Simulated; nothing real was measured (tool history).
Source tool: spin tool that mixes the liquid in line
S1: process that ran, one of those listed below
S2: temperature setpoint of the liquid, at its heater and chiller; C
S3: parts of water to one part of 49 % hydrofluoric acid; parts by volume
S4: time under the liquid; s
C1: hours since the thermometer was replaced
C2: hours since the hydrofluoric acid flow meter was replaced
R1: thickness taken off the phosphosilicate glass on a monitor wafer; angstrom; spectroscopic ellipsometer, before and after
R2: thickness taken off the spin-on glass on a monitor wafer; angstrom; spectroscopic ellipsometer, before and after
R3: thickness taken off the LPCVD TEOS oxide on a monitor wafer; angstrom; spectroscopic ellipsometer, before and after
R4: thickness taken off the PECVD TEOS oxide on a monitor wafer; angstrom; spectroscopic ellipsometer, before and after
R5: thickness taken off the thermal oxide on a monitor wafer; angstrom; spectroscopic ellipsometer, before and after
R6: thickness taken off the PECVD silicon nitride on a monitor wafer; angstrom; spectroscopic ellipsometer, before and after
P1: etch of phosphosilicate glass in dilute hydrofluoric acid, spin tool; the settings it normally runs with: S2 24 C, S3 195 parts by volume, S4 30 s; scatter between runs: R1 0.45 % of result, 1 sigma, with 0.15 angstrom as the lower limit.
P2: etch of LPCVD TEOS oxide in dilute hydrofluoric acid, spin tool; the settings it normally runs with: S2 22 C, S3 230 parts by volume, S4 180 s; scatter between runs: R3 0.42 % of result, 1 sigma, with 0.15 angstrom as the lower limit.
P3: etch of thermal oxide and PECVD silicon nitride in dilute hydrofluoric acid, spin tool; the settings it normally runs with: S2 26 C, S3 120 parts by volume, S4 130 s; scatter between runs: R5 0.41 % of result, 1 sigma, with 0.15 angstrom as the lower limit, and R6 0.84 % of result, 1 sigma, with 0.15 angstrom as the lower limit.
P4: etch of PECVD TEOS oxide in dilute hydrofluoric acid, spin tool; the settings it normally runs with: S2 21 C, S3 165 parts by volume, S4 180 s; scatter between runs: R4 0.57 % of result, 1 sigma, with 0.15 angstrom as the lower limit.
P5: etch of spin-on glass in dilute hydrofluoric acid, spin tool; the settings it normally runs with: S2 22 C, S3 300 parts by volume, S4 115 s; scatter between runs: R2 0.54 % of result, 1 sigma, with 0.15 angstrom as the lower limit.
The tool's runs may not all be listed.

Run 1, hour 6.2: S1 P1, S2 24 C, S3 195 parts by volume, S4 30 s; C1 1359.5; C2 448.1. Result: R1 221.93 angstrom.
Run 2, hour 14.1: S1 P1, S2 24 C, S3 195 parts by volume, S4 30 s; C1 1367.4; C2 456. Result: R1 219.28 angstrom.
Run 3, hour 20.9: S1 P1, S2 24 C, S3 325 parts by volume, S4 30 s; C1 1374.2; C2 462.8. Result: R1 114.86 angstrom.
Run 4, hour 31.3: S1 P5, S2 22 C, S3 520 parts by volume, S4 115 s; C1 1384.6; C2 473.2. Result: R2 69.092 angstrom.
Run 5, hour 43.4: S1 P1, S2 24 C, S3 195 parts by volume, S4 30 s; C1 1396.7; C2 485.3. Result: R1 221.43 angstrom.
Run 6, hour 53.7: S1 P1, S2 24 C, S3 195 parts by volume, S4 15 s; C1 1407; C2 495.6. Result: R1 110.59 angstrom.
Run 7, hour 59.2: S1 P1, S2 24 C, S3 195 parts by volume, S4 30 s; C1 1412.5; C2 501.1. Result: R1 221.01 angstrom.
Run 8, hour 71: S1 P2, S2 22 C, S3 230 parts by volume, S4 180 s; C1 1424.3; C2 512.9. Result: R3 136.99 angstrom.
Run 9, hour 81.8: S1 P1, S2 24 C, S3 75 parts by volume, S4 30 s; C1 1435.1; C2 523.7. Result: R1 663.69 angstrom.
Run 10, hour 91.1: S1 P4, S2 29 C, S3 165 parts by volume, S4 180 s; C1 1444.4; C2 533. Result: R4 181.27 angstrom.
Run 11, hour 96.6: S1 P2, S2 22 C, S3 125 parts by volume, S4 180 s; C1 1449.9; C2 538.5. Result: R3 284.23 angstrom.
Run 12, hour 108.1: S1 P5, S2 22 C, S3 300 parts by volume, S4 115 s; C1 1461.4; C2 550. Result: R2 144.25 angstrom.
Run 13, hour 116.9: S1 P1, S2 32 C, S3 195 parts by volume, S4 30 s; C1 1470.2; C2 558.8. Result: R1 291.34 angstrom.
Run 14, hour 128.9: S1 P5, S2 22 C, S3 300 parts by volume, S4 205 s; C1 1482.2; C2 570.8. Result: R2 259.08 angstrom.
Run 15, hour 140.9: S1 P3, S2 26 C, S3 120 parts by volume, S4 130 s; C1 1494.2; C2 582.8. Result: R5 55.057 angstrom, R6 30.732 angstrom.
Run 16, hour 146.4: S1 P4, S2 21 C, S3 165 parts by volume, S4 65 s; C1 1499.7; C2 588.3. Result: R4 48.495 angstrom.
Run 17, hour 158: S1 P4, S2 21 C, S3 165 parts by volume, S4 180 s; C1 1511.3; C2 599.9. Result: R4 134.65 angstrom.
Run 18, hour 165: S1 P3, S2 26 C, S3 120 parts by volume, S4 130 s; C1 1518.3; C2 606.9. Result: R5 54.984 angstrom, R6 30.776 angstrom.
At hour 169.9: hydrofluoric acid flow meter replaced.
Run 19, hour 172.3: S1 P1, S2 17 C, S3 195 parts by volume, S4 30 s; C1 1525.6; C2 2.5. Result: R1 168.61 angstrom.
Run 20, hour 183.7: S1 P4, S2 21 C, S3 70 parts by volume, S4 180 s; C1 1537; C2 13.9. Result: R4 354.66 angstrom.
Run 21, hour 193.8: S1 P1, S2 24 C, S3 195 parts by volume, S4 30 s; C1 1547.1; C2 24. Result: R1 222 angstrom.
Run 22, hour 205.6: S1 P2, S2 30 C, S3 230 parts by volume, S4 180 s; C1 1558.9; C2 35.8. Result: R3 183.82 angstrom.
Run 23, hour 214.6: S1 P1, S2 24 C, S3 195 parts by volume, S4 30 s; C1 1567.9; C2 44.8. Result: R1 220.47 angstrom.
Run 24, hour 223.8: S1 P5, S2 28 C, S3 300 parts by volume, S4 115 s; C1 1577.1; C2 54. Result: R2 178.18 angstrom.
Run 25, hour 235.9: S1 P1, S2 24 C, S3 195 parts by volume, S4 60 s; C1 1589.2; C2 66.1. Result: R1 440.35 angstrom.
Run 26, hour 246.2: S1 P3, S2 19 C, S3 120 parts by volume, S4 130 s; C1 1599.5; C2 76.4. Result: R5 42.067 angstrom, R6 19.92 angstrom.
Run 27, hour 252.9: S1 P2, S2 22 C, S3 230 parts by volume, S4 315 s; C1 1606.2; C2 83.1. Result: R3 240.28 angstrom.
Run 28, hour 263.4: S1 P3, S2 26 C, S3 50 parts by volume, S4 130 s; C1 1616.7; C2 93.6. Result: R5 144.73 angstrom, R6 73.034 angstrom.
Run 29, hour 271.1: S1 P3, S2 26 C, S3 120 parts by volume, S4 15 s; C1 1624.4; C2 101.3. Result: R5 6.1438 angstrom, R6 3.5448 angstrom.
Run 30, hour 277.7: S1 P1, S2 31.5 C, S3 195 parts by volume, S4 15 s; C1 1631; C2 107.9. Result: R1 143.04 angstrom.
Run 31, hour 283.3: S1 P1, S2 24 C, S3 195 parts by volume, S4 30 s; C1 1636.6; C2 113.5. Result: R1 218.43 angstrom.
Run 32, hour 288.9: S1 P1, S2 24 C, S3 195 parts by volume, S4 30 s; C1 1642.2; C2 119.1. Result: R1 213.98 angstrom.
Run 33, hour 296.2: S1 P1, S2 24 C, S3 195 parts by volume, S4 30 s; C1 1649.5; C2 126.4. Result: R1 208.47 angstrom.
Run 34, hour 306.7: S1 P1, S2 24 C, S3 195 parts by volume, S4 30 s; C1 1660; C2 136.9. Result: R1 206.37 angstrom.
Run 35, hour 319: S1 P1, S2 24 C, S3 195 parts by volume, S4 30 s; C1 1672.3; C2 149.2. Result: R1 205.57 angstrom.
Run 36, hour 328.4: S1 P1, S2 24 C, S3 195 parts by volume, S4 30 s; C1 1681.7; C2 158.6. Result: R1 202.54 angstrom.
Run 37, hour 334.5: S1 P1, S2 24 C, S3 195 parts by volume, S4 30 s; C1 1687.8; C2 164.7. Result: R1 202.36 angstrom.
Run 38, hour 344.5: S1 P1, S2 24 C, S3 195 parts by volume, S4 30 s; C1 1697.8; C2 174.7. Result: R1 200.79 angstrom.

Compared with where it was, what P1 gives has crept away. Each cause listed below fits the log as well as the rest, at the size given for it:
A: hydrofluoric acid flow below the setpoint (%) = 6.98
B: liquid colder than its thermometer reads (K) = 2.35
Onset of the creep was near hour 283.3.

Listed below are the offered check runs, one wafer per run, with question marks in place of results. For which of them would the causes give clearly different outcomes?
Run check 1, hour 354.5: S1 P3, S2 26 C, S3 120 parts by volume, S4 130 s. Result: R5 ?, R6 ?.
Run check 2, hour 354.5: S1 P2, S2 22 C, S3 230 parts by volume, S4 180 s. Result: R3 ?.
Run check 3, hour 354.5: S1 P4, S2 21 C, S3 165 parts by volume, S4 180 s. Result: R4 ?.
Run check 4, hour 354.5: S1 P5, S2 22 C, S3 300 parts by volume, S4 115 s. Result: R2 ?.

Expected result of each check under each candidate cause:
  check  result    if A    if B
check 1      R5  50.897  50.514
check 1      R6  28.769  26.545
check 2      R3  125.99  126.13
check 3      R4     124  123.06
check 4      R2  131.69  132.78
Separation of the two closest causes in each check, using whichever result separates them best: check 1 8.05 %; check 2 0.1 %; check 3 0.76 %; check 4 0.82 %
Check 1 distinguishes between the causes, while the remaining checks would return nearly the same result for all of them.

The results of check 1 are: R5 50.713 angstrom; R6 29.013 angstrom. Based on these, which of the listed causes is it?

A is the cause: hydrofluoric acid flow below the setpoint (%).
